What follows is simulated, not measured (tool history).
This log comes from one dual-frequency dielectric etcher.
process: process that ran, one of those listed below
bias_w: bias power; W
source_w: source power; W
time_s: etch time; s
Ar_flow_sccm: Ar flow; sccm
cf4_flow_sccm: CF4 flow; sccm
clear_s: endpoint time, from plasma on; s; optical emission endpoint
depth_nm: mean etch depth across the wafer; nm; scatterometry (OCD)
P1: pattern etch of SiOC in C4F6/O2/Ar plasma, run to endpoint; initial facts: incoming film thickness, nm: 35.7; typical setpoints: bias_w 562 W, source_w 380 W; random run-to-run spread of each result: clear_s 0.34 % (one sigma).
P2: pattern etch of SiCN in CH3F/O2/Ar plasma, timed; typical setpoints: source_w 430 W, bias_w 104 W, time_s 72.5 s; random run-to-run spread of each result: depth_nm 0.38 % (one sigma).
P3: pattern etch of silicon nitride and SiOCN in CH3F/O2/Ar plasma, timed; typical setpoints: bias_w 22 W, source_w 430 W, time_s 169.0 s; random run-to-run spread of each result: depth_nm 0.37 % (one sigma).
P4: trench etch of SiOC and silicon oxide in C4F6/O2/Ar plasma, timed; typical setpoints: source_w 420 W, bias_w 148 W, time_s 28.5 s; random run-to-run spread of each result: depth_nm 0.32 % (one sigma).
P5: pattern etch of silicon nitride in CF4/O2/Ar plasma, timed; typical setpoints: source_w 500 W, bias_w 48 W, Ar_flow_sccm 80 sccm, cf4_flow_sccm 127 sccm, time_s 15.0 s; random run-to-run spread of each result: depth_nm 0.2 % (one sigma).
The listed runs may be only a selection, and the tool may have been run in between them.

run   hour  process  bias_w  source_w  time_s  Ar_flow_sccm  cf4_flow_sccm  clear_s  depth_nm
  1    8.1       P1     562       380                                       11.5930
  2   14.8       P1     562       300                                       12.6530
  3   22.8       P4     148       420    28.5                                          53.658
  4   29.4       P2     131       430    72.5                                          35.930
  5   36.5       P1     562       380                                       11.5530
  6   45.4       P1     562       380                                       11.5180
  7   51.8       P1     562       530                                       10.2070
  8   57.0       P1     562       380                                       11.6210
  9   63.7       P4     148       420    28.5                                          53.340
 10   72.1       P2     104       610    72.5                                          37.395
 11   76.7       P4     148       550    28.5                                          59.246
 12   81.9       P3      22       430   109.0                                          15.065
 13   87.0       P5      48       330    15.0            80            127             20.167
 14   94.6       P1     468       460                                       11.5140
 15  101.7       P1     562       380                                       11.5620
 16  107.3       P1     562       380                                       11.5690
 17  115.3       P1     340       380                                       13.9090
 18  119.3       P5      48       500    11.5            80            127             22.228
 19  126.3       P1     756       240                                       12.2350
 20  131.5       P3      16       430   169.0                                          20.325
 21  138.0       P5      48       500    15.0            80            127             29.006
 22  145.5       P4     100       420    28.5                                          47.769
 23  153.9       P1     709       380                                       10.5720
 24  159.5       P5      48       500    15.0            80            101             28.266
 25  164.8       P1     661       530                                        9.6178
 26  168.9       P4     148       420    36.5                                          68.186
 27  175.6       P3      22       610   169.0                                          26.244
 28  182.2       P2     104       430    72.5                                          32.622
 29  186.6       P3      22       430   169.0                                          23.422
 30  195.0       P5      48       500    15.0            49            127             30.290
 31  201.3       P2     104       430    49.5                                          22.491
 32  210.1       P5      59       500    15.0            80            127             31.192
 33  215.7       P1     562       380                                       11.5440
 34  222.6       P1     562       380                                       11.5520
 35  230.5       P1     562       380                                       11.4230
 36  236.9       P1     562       380                                       11.4420
 37  240.9       P1     562       380                                       11.3560
 38  248.1       P1     562       380                                       11.3860
     253.8  -- wet clean of the chamber
 39  255.9       P1     562       380                                       11.3430
 40  264.5       P1     562       380                                       11.3270
 41  269.2       P1     562       380                                       11.3210

The log shows P1 creeping away from where it was. Any of the 2 causes listed here, at the size stated for it, fits the log just as well as the others:
A: bias power that arrives over what is set, % = 4.58
B: source power that arrives over what is set, % = 4.77
The onset of the drift is placed at about hour 215.7.
Each remaining cause and why it is not a fit:
chamber walls in a state that raises the etch rate, %: serviced at hour 253.8, after the drift had started, without restoring the earlier output

Each of the 4 check runs below uses one wafer; its results are left as question marks. Which run tells the causes apart?
check 1  273.9       P2     104       430    72.5                                               ?
check 2  273.9       P4     148       420    28.5                                               ?
check 3  273.9       P3      22       430   169.0                                               ?
check 4  273.9       P5      48       500    15.0            80            127                  ?

Check results expected under each cause:
  check    result    if A    if B
check 1  depth_nm  33.378  33.384
check 2  depth_nm  54.030  54.291
check 3  depth_nm  23.737  23.649
check 4  depth_nm  29.439  30.187
Gap, in per cent, between the two causes that each check separates least, read from the result that separates them most: check 1 0.02 %; check 2 0.48 %; check 3 0.37 %; check 4 2.51 %
Only check 4 tells the causes apart: in the others they would give nearly the same result.

Running check 4 produced the following: depth_nm 29.371 nm. Which one of the listed causes fits?

It is A: bias power that arrives over what is set, %.
